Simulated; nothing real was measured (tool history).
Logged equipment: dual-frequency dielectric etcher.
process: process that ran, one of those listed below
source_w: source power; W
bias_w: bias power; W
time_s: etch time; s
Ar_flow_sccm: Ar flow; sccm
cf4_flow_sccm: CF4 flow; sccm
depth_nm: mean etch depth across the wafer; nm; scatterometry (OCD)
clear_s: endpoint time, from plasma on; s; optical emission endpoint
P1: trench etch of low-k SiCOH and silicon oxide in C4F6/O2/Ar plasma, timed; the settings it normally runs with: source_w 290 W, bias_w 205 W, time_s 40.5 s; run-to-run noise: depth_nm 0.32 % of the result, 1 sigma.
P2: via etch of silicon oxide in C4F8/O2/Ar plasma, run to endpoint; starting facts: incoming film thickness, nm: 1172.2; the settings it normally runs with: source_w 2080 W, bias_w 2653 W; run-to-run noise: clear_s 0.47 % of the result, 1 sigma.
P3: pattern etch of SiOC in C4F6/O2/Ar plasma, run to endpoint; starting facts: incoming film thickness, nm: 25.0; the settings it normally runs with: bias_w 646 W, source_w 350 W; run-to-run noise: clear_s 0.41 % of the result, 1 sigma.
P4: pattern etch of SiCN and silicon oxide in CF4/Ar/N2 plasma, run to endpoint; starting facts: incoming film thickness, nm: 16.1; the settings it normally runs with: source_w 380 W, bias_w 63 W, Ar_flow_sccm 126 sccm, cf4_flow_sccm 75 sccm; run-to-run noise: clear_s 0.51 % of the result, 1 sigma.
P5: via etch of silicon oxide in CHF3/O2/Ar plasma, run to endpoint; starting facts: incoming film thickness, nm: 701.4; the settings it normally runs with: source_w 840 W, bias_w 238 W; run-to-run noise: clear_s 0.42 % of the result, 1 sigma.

run,day,process,source_w,bias_w,time_s,Ar_flow_sccm,cf4_flow_sccm,hours since the last wet clean,hours since the last source power generator calibration,hours since the last bias power generator calibration,depth_nm,clear_s
1,0.162,P1,290,205,40.5,,,226.3,670.7,491.8,122.59,
2,0.342,P3,350,646,,,,230.6,675,496.1,,8.1873
3,0.5,P1,290,205,40.5,,,234.4,678.8,499.9,122.65,
4,0.654,P4,380,63,,177,75,238.1,682.5,503.6,,24.152
5,0.825,P5,570,238,,,,242.2,686.6,507.7,,316.98
# day 0.921: source power generator calibrated
6,0.988,P3,350,646,,,,246.1,1.7,511.6,,8.1637
7,1.108,P5,840,238,,,,249,4.6,514.5,,272.24
8,1.275,P4,380,63,,126,58,253,8.6,518.5,,23.892
9,1.438,P2,1680,2653,,,,256.9,12.5,522.4,,222.62
10,1.583,P2,2080,3762,,,,260.4,16,525.9,,183.95
11,1.692,P4,380,63,,126,75,263,18.6,528.5,,23.002
12,1.783,P4,500,63,,126,75,265.2,20.8,530.7,,17.896
13,1.908,P4,380,43,,126,75,268.2,23.8,533.7,,25.925
14,2.038,P2,2080,2653,,,,271.3,26.9,536.8,,204.81
15,2.196,P1,400,205,40.5,,,275.1,30.7,540.6,138.85,
16,2.308,P1,290,124,40.5,,,277.8,33.4,543.3,103.81,
17,2.4,P1,220,205,40.5,,,280,35.6,545.5,109.67,
# day 2.471: wet clean of the chamber
18,2.525,P1,290,205,40.5,,,1.4,38.6,548.5,122.25,
19,2.696,P3,470,646,,,,5.5,42.7,552.6,,7.3486
20,2.883,P1,290,205,60.5,,,10,47.2,557.1,183.19,
21,2.979,P1,290,205,40.5,,,12.3,49.5,559.4,121.53,
22,3.083,P1,290,278,52,,,14.8,52,561.9,174.06,
23,3.25,P5,840,322,,,,18.8,56,565.9,,244.3
24,3.408,P1,290,147,32,,,22.6,59.8,569.7,86.664,
25,3.496,P1,290,250,40.5,,,24.7,61.9,571.8,130.67,
26,3.662,P3,350,451,,,,28.7,65.9,575.8,,9.3648
27,3.767,P1,290,205,27.5,,,31.2,68.4,578.3,82.999,
28,3.862,P1,290,205,40.5,,,33.5,70.7,580.6,122.45,
29,3.992,P1,290,205,40.5,,,36.6,73.8,583.7,122.58,
30,4.104,P1,290,205,40.5,,,39.3,76.5,586.4,122.48,
31,4.212,P1,290,205,40.5,,,41.9,79.1,589,122.93,
32,4.4,P1,290,205,40.5,,,46.4,83.6,593.5,123.95,
33,4.517,P1,290,205,40.5,,,49.2,86.4,596.3,123.07,

Run 34, settings as shown, results not yet in. Your forecast:
# day 4.554: wet clean of the chamber
34,4.646,P1,290,205,40.5,,,2.3,89.5,599.4,?,

depth_nm: 123.76 nm
